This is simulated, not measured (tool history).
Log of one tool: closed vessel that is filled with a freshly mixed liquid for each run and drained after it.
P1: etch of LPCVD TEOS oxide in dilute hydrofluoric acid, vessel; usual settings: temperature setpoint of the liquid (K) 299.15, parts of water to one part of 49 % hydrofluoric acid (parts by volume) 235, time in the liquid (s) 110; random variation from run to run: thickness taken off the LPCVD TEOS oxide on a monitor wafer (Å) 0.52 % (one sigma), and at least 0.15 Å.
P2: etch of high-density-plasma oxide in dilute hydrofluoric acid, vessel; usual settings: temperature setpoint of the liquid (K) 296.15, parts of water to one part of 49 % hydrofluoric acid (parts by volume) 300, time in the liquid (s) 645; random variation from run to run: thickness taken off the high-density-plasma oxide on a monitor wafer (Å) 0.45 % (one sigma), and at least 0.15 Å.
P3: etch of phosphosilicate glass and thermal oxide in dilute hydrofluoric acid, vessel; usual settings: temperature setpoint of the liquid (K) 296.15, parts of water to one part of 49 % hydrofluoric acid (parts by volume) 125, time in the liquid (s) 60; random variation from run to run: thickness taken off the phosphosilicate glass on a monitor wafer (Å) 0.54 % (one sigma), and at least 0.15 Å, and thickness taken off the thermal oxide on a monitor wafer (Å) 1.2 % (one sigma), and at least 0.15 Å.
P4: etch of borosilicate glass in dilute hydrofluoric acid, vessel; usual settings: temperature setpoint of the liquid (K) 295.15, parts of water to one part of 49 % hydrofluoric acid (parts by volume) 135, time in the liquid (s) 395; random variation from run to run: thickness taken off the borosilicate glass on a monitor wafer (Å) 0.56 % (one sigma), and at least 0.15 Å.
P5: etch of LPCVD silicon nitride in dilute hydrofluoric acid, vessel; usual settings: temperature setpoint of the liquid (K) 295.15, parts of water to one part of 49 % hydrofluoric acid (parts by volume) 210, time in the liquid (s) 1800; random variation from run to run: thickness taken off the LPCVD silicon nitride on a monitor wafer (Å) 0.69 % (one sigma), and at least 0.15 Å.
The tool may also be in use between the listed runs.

| run | hour | process that ran | temperature setpoint of the liquid (K) | parts of water to one part of 49 % hydrofluoric acid (parts by volume) | time in the liquid (s) | thickness taken off the LPCVD TEOS oxide on a monitor wafer (Å) | thickness taken off the high-density-plasma oxide on a monitor wafer (Å) | thickness taken off the phosphosilicate glass on a monitor wafer (Å) | thickness taken off the thermal oxide on a monitor wafer (Å) | thickness taken off the borosilicate glass on a monitor wafer (Å) | thickness taken off the LPCVD silicon nitride on a monitor wafer (Å) |
|---|---|---|---|---|---|---|---|---|---|---|---|
| 1 | 17.1 | P1 | 299.15 | 235 | 110 | 154.51 |  |  |  |  |  |
| 2 | 26.4 | P1 | 294.15 | 235 | 110 | 128.56 |  |  |  |  |  |
| 3 | 42.6 | P1 | 299.15 | 235 | 110 | 153.91 |  |  |  |  |  |
| 4 | 55.4 | P2 | 296.15 | 300 | 300 |  | 70.904 |  |  |  |  |
| 5 | 66.8 | P1 | 299.15 | 235 | 110 | 153.62 |  |  |  |  |  |
| 6 | 77.6 | P1 | 299.15 | 235 | 110 | 154.8 |  |  |  |  |  |
| 7 | 88.1 | P3 | 296.15 | 70 | 60 |  |  | 601.84 | 40.097 |  |  |
| 8 | 101.8 | P4 | 295.15 | 135 | 565 |  |  |  |  | 659.3 |  |
| 9 | 112.8 | P1 | 299.15 | 235 | 110 | 154.99 |  |  |  |  |  |
| 10 | 131.2 | P5 | 295.15 | 210 | 1800 |  |  |  |  |  | 38.36 |
| 11 | 141.5 | P3 | 296.15 | 125 | 60 |  |  | 311.04 | 20.919 |  |  |
| 12 | 154.8 | P5 | 295.15 | 110 | 1800 |  |  |  |  |  | 71.932 |
| 13 | 169 | P1 | 299.15 | 355 | 110 | 89.518 |  |  |  |  |  |
| 14 | 184.8 | P3 | 296.15 | 125 | 60 |  |  | 310.12 | 21.127 |  |  |
| 15 | 195.9 | P2 | 296.15 | 420 | 645 |  | 97.119 |  |  |  |  |
| 16 | 211.3 | P4 | 295.15 | 135 | 395 |  |  |  |  | 462.32 |  |
| 17 | 223.9 | P5 | 300.65 | 210 | 1800 |  |  |  |  |  | 53.867 |
|  | 230.9 | thermometer replaced |
| 18 | 232.7 | P1 | 299.15 | 105 | 110 | 404.58 |  |  |  |  |  |
| 19 | 246.2 | P3 | 296.15 | 125 | 30 |  |  | 153.76 | 10.295 |  |  |
| 20 | 256.3 | P2 | 290.15 | 300 | 645 |  | 122.67 |  |  |  |  |
| 21 | 275.7 | P4 | 295.15 | 85 | 395 |  |  |  |  | 782.35 |  |
| 22 | 291.8 | P3 | 300.65 | 125 | 60 |  |  | 370.88 | 24.47 |  |  |
| 23 | 308.9 | P2 | 296.15 | 300 | 645 |  | 152.3 |  |  |  |  |
| 24 | 322.5 | P4 | 291.15 | 135 | 395 |  |  |  |  | 402.09 |  |
| 25 | 341.9 | P1 | 299.15 | 235 | 30 | 42.188 |  |  |  |  |  |
| 26 | 354.1 | P1 | 305.65 | 235 | 155 | 269.47 |  |  |  |  |  |
| 27 | 368.4 | P1 | 299.15 | 235 | 160 | 223.88 |  |  |  |  |  |
| 28 | 386.1 | P1 | 299.15 | 235 | 110 | 155 |  |  |  |  |  |
| 29 | 405.4 | P5 | 295.15 | 210 | 2835 |  |  |  |  |  | 60.306 |
| 30 | 415.4 | P1 | 302.65 | 235 | 110 | 175.26 |  |  |  |  |  |
| 31 | 433.6 | P1 | 299.15 | 235 | 110 | 155.33 |  |  |  |  |  |
| 32 | 444.2 | P1 | 299.15 | 235 | 110 | 157.61 |  |  |  |  |  |
| 33 | 454 | P1 | 299.15 | 235 | 110 | 159.23 |  |  |  |  |  |
| 34 | 463.5 | P1 | 299.15 | 235 | 110 | 160.43 |  |  |  |  |  |
| 35 | 481.8 | P1 | 299.15 | 235 | 110 | 161.88 |  |  |  |  |  |
| 36 | 492.6 | P1 | 299.15 | 235 | 110 | 161.11 |  |  |  |  |  |
| 37 | 505.3 | P1 | 299.15 | 235 | 110 | 164.05 |  |  |  |  |  |
| 38 | 516.4 | P1 | 299.15 | 235 | 110 | 164.53 |  |  |  |  |  |
| 39 | 532.8 | P1 | 299.15 | 235 | 110 | 162.22 |  |  |  |  |  |

What P1 gives has crept away from where it was. These 2 causes fit the log equally well, each at the size given:
A: hydrofluoric acid flow above the setpoint (%) = 4.85
B: liquid hotter than its thermometer reads (K) = 1.7
The creep began at about hour 433.6.

4 check runs are offered, one wafer each, their results left as question marks. Which one tells the causes apart?
| check 1 | 549.2 | P4 | 295.15 | 135 | 395 |  |  |  |  | ? |  |
| check 2 | 549.2 | P3 | 296.15 | 125 | 60 |  |  | ? | ? |  |  |
| check 3 | 549.2 | P2 | 296.15 | 300 | 645 |  | ? |  |  |  |  |
| check 4 | 549.2 | P5 | 295.15 | 210 | 1800 |  |  |  |  |  | ? |

What each check would give under each cause:
| check | result | if A | if B |
|---|---|---|---|
| check 1 | thickness taken off the borosilicate glass on a monitor wafer (Å) | 490.5 | 496.48 |
| check 2 | thickness taken off the phosphosilicate glass on a monitor wafer (Å) | 328.18 | 332.2 |
| check 2 | thickness taken off the thermal oxide on a monitor wafer (Å) | 21.997 | 22.267 |
| check 3 | thickness taken off the high-density-plasma oxide on a monitor wafer (Å) | 161.63 | 161.39 |
| check 4 | thickness taken off the LPCVD silicon nitride on a monitor wafer (Å) | 40.024 | 42.578 |
How far apart the two closest causes lie, in the result that separates them most: check 1 1.21 %; check 2 1.22 %; check 3 0.15 %; check 4 6.19 %
Only check 4 tells the causes apart: in the others they would give nearly the same result.

Check 4 was then run and gave: thickness taken off the LPCVD silicon nitride on a monitor wafer (Å) 42.257. Which cause is it?

It is B: liquid hotter than its thermometer reads (K).

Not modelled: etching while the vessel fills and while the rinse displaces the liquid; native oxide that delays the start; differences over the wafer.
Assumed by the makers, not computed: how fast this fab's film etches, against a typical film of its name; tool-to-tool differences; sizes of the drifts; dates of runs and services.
